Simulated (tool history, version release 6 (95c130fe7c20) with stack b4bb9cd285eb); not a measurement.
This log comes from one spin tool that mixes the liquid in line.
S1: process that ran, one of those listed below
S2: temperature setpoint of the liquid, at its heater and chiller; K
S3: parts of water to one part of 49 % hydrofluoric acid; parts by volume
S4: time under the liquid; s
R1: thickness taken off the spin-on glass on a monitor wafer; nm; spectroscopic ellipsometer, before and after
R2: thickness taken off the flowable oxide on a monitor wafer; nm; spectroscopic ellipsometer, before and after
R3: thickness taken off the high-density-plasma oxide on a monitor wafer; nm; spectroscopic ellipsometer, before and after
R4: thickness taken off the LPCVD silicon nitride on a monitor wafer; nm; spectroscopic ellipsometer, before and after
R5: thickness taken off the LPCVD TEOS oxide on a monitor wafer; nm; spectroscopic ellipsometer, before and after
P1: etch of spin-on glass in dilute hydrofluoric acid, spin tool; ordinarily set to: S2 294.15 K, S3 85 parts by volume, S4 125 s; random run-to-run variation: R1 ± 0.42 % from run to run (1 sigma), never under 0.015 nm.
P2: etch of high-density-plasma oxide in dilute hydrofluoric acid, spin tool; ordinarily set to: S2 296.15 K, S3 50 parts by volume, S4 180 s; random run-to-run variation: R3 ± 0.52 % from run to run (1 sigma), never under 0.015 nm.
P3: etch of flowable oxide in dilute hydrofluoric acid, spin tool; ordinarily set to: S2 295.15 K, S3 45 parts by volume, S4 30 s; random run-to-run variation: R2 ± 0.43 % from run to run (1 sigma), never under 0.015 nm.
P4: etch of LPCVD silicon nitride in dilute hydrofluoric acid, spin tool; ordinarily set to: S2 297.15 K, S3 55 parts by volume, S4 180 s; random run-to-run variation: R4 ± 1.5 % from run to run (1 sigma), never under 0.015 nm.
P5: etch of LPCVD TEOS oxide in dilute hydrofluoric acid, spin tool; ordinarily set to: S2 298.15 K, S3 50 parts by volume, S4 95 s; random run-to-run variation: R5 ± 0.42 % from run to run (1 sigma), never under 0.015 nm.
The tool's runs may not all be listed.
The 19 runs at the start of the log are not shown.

run   hour  S1      S2   S3   S4      R1      R2  R3  R4      R5
 20  139.3  P1  300.15   85  125  68.009
 21  149.1  P1  290.15   85  125  45.455
     155.1  -- thermometer replaced
 22  155.8  P5  305.65   50   95                          47.374
 23  163.5  P1  294.15   85  125  53.543
 24  173.2  P5  298.15   20   95                          91.772
 25  180.9  P1  294.15  145   75  17.482
 26  189.3  P5  298.15   50  175                          64.925
 27  194.7  P5  298.15   50   95                          35.175
 28  202.5  P3  295.15   80   30          17.937
 29  208.2  P1  294.15   85  125  53.384
 30  214.8  P1  294.15   55  125  85.413
 31  223.8  P1  294.15   85  125  53.589
 32  230.4  P1  294.15   85  125  53.225
 33  237.9  P1  294.15   85  125  55.039
 34  244.3  P1  294.15   85  125  55.946
 35  253.1  P1  294.15   85  125  56.522
 36  257.5  P1  294.15   85  125  56.918
 37  262.0  P1  294.15   85  125  56.915
 38  270.5  P1  294.15   85  125  57.659
 39  275.5  P1  294.15   85  125  58.116
 40  284.1  P1  294.15   85  125  57.721

Run 41 has not been measured yet. What should we expect?
 41  293.9  P1  294.15  85  125   ?

Run 41 yielded R1 57.929 nm.

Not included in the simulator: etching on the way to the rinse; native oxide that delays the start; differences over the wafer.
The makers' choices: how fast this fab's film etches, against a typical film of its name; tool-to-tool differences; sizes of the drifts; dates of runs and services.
